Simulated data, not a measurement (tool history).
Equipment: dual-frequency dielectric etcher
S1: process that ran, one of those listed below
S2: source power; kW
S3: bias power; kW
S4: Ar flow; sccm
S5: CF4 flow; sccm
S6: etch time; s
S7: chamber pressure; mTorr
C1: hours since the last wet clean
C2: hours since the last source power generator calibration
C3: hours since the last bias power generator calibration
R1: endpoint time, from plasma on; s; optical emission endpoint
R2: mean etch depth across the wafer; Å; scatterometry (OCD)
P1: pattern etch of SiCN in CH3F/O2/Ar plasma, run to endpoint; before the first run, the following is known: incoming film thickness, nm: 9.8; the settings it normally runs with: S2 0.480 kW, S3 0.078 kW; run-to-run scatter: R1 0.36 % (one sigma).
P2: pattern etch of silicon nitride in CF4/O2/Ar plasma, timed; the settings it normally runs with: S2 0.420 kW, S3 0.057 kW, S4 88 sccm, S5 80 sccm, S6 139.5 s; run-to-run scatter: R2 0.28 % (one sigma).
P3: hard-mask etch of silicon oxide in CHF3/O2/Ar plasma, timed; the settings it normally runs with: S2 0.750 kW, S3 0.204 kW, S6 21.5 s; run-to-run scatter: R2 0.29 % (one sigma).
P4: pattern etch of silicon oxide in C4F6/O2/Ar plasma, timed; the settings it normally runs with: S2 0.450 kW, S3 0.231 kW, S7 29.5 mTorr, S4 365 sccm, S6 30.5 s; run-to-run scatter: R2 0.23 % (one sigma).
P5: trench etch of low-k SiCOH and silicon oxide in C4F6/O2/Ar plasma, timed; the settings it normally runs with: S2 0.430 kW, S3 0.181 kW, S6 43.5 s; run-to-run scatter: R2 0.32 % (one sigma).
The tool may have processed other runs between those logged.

Run 1, hour 3.6: S1 P1, S2 0.480 kW, S3 0.078 kW; C1 86.7; C2 1244.9; C3 2058.4. Result: R1 23.616 s.
Run 2, hour 6.4: S1 P1, S2 0.480 kW, S3 0.078 kW; C1 89.5; C2 1247.7; C3 2061.2. Result: R1 23.883 s.
Run 3, hour 11.2: S1 P2, S2 0.330 kW, S3 0.057 kW, S4 88 sccm, S5 80 sccm, S6 139.5 s; C1 94.3; C2 1252.5; C3 2066.0. Result: R2 1957.20 Å.
Run 4, hour 15.4: S1 P3, S2 0.750 kW, S3 0.135 kW, S6 21.5 s; C1 98.5; C2 1256.7; C3 2070.2. Result: R2 418.48 Å.
Run 5, hour 19.4: S1 P5, S2 0.430 kW, S3 0.181 kW, S6 58.5 s; C1 102.5; C2 1260.7; C3 2074.2. Result: R2 1953.30 Å.
At hour 21.2: bias power generator calibrated.
Run 6, hour 23.9: S1 P2, S2 0.420 kW, S3 0.057 kW, S4 88 sccm, S5 49 sccm, S6 139.5 s; C1 107.0; C2 1265.2; C3 2.7. Result: R2 2269.60 Å.
Run 7, hour 27.8: S1 P1, S2 0.480 kW, S3 0.078 kW; C1 110.9; C2 1269.1; C3 6.6. Result: R1 23.937 s.
Run 8, hour 31.3: S1 P1, S2 0.480 kW, S3 0.101 kW; C1 114.4; C2 1272.6; C3 10.1. Result: R1 21.645 s.
Run 9, hour 34.3: S1 P3, S2 0.750 kW, S3 0.204 kW, S6 21.5 s; C1 117.4; C2 1275.6; C3 13.1. Result: R2 480.98 Å.
Run 10, hour 38.4: S1 P4, S2 0.450 kW, S3 0.231 kW, S4 365 sccm, S6 44.0 s, S7 29.5 mTorr; C1 121.5; C2 1279.7; C3 17.2. Result: R2 1533.40 Å.
Run 11, hour 41.3: S1 P5, S2 0.260 kW, S3 0.181 kW, S6 43.5 s; C1 124.4; C2 1282.6; C3 20.1. Result: R2 1190.70 Å.
Run 12, hour 44.4: S1 P2, S2 0.420 kW, S3 0.079 kW, S4 88 sccm, S5 80 sccm, S6 139.5 s; C1 127.5; C2 1285.7; C3 23.2. Result: R2 2743.00 Å.
Run 13, hour 47.8: S1 P1, S2 0.590 kW, S3 0.095 kW; C1 130.9; C2 1289.1; C3 26.6. Result: R1 20.547 s.
At hour 52.2: source power generator calibrated.
Run 14, hour 52.8: S1 P4, S2 0.450 kW, S3 0.231 kW, S4 365 sccm, S6 30.5 s, S7 37.0 mTorr; C1 135.9; C2 0.6; C3 31.6. Result: R2 1034.70 Å.
Run 15, hour 55.6: S1 P2, S2 0.420 kW, S3 0.057 kW, S4 88 sccm, S5 80 sccm, S6 139.5 s; C1 138.7; C2 3.4; C3 34.4. Result: R2 2403.00 Å.
Run 16, hour 58.4: S1 P4, S2 0.450 kW, S3 0.231 kW, S4 365 sccm, S6 30.5 s, S7 29.5 mTorr; C1 141.5; C2 6.2; C3 37.2. Result: R2 1063.90 Å.
Run 17, hour 61.1: S1 P4, S2 0.620 kW, S3 0.231 kW, S4 365 sccm, S6 30.5 s, S7 29.5 mTorr; C1 144.2; C2 8.9; C3 39.9. Result: R2 1205.80 Å.
Run 18, hour 65.8: S1 P5, S2 0.430 kW, S3 0.181 kW, S6 43.5 s; C1 148.9; C2 13.6; C3 44.6. Result: R2 1438.60 Å.
At hour 66.3: wet clean of the chamber.
Run 19, hour 68.7: S1 P2, S2 0.420 kW, S3 0.057 kW, S4 110 sccm, S5 80 sccm, S6 139.5 s; C1 2.5; C2 16.5; C3 47.5. Result: R2 2345.40 Å.
Run 20, hour 73.0: S1 P3, S2 0.750 kW, S3 0.204 kW, S6 13.5 s; C1 6.8; C2 20.8; C3 51.8. Result: R2 300.56 Å.

Predict the results of run 21:
Run 21, hour 76.9: S1 P5, S2 0.430 kW, S3 0.226 kW, S6 43.5 s; C1 10.7; C2 24.7; C3 55.7. Result: R2 ?.

For run 21 the tool returned R2 1556.00 Å.

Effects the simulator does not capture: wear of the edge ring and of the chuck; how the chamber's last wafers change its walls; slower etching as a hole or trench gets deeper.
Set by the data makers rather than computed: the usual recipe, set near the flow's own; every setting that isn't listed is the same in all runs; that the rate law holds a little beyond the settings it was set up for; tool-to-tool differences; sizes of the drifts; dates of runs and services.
